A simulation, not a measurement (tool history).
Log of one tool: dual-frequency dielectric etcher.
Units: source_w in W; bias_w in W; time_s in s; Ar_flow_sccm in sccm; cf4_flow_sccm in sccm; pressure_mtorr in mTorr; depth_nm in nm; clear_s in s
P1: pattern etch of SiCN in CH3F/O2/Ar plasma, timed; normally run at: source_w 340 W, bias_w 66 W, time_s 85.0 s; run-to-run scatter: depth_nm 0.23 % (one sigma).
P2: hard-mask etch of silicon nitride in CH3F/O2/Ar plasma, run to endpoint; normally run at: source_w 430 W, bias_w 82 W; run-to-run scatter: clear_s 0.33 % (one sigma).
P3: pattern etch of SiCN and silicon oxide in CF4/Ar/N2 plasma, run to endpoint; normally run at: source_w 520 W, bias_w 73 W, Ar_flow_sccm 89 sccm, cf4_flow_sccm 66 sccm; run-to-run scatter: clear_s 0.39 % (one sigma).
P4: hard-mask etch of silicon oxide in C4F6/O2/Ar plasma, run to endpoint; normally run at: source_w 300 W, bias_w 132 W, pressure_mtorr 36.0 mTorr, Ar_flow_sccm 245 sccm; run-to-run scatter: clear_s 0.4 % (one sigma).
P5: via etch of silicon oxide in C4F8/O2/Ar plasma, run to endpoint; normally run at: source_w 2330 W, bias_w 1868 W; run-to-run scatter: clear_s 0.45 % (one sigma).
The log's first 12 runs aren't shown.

run	hour	process	source_w	bias_w	time_s	Ar_flow_sccm	cf4_flow_sccm	pressure_mtorr	depth_nm	clear_s
13	99.5	P3	520	73		89	81			11.680
14	105.8	P1	240	66	68.5				21.054	
15	112.6	P1	340	66	85.0				29.670	
16	119.2	P1	450	66	65.5				25.481	
17	125.3	P2	560	82						44.189
18	134.7	P5	2330	1868						199.960
19	139.3	P1	340	51	85.0				27.220	
20	145.0	P5	2330	2350						187.000
21	152.9	P1	340	90	85.0				33.325	
22	161.3	P5	2780	1868						184.850
23	167.0	P4	300	132		149		36.0		90.977

Run 24 comes next. What will it give?
24	176.9	P2	430	82						?

clear_s: 48.923 s
